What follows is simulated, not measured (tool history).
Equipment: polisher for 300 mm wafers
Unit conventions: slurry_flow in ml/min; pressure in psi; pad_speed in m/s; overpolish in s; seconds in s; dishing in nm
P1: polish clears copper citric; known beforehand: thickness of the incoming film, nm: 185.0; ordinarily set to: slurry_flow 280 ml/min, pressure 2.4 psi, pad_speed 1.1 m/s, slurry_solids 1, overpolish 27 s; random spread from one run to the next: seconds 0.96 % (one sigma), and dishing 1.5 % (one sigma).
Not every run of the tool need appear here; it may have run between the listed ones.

run,day,slurry_flow,pressure,pad_speed,slurry_solids,overpolish,wafers polished on this pad,hours since the slurry nozzle was cleaned,hours since the head pressure was calibrated,hours since the slurry blender was calibrated,seconds,dishing
1,0.246,280,2.4,1.1,1,27,381,477.6,177.8,78.2,93.34,36.385
2,0.462,280,2.4,0.58,1.25,27,420,482.8,183,83.4,162.93,21.714
3,0.758,280,2.4,1.1,1.5,27,473,489.9,190.1,90.5,86.388,39.33
4,0.95,280,1.6,1.1,1,27,507,494.5,194.7,95.1,136.87,25.723
5,1.254,280,2.4,1.1,1,27,562,501.8,202,102.4,93.769,37.456
6,1.492,280,2.4,1.48,1,27,605,507.5,207.7,108.1,69.469,46.567
7,1.662,365,2.4,1.1,1,27,635,511.6,211.8,112.2,90.115,36.978
8,1.858,380,2.4,0.74,1,27,671,516.3,216.5,116.9,133.88,26.076
9,2.092,280,2.4,1.1,0.55,27,713,521.9,222.1,122.5,105.82,33.215
10,2.408,170,2.4,1.1,1,27,770,529.5,229.7,130.1,99.552,35.223
11,2.792,280,2.4,1.1,1,11,839,538.7,238.9,139.3,93.857,15.929
12,3.104,280,2.4,1.1,1,44,895,546.2,246.4,146.8,94.23,54.959
13,3.292,280,2.4,1.1,1,27,929,550.7,250.9,151.3,93.387,37.672
14,3.512,280,2.4,0.5,1,27,968,556,256.2,156.6,200.37,18.497
15,3.808,280,3.6,1.1,1,27,1021,563.1,263.3,163.7,64.135,53.688
16,3.988,280,2.4,1.1,1,27,1054,567.4,267.6,168,93.694,36.57

Run 17 has not been measured yet. What should we expect?
17,4.262,280,2.4,1.1,1,27,1103,574,274.2,174.6,?,?

seconds: 93.115 s
dishing: 36.506 nm
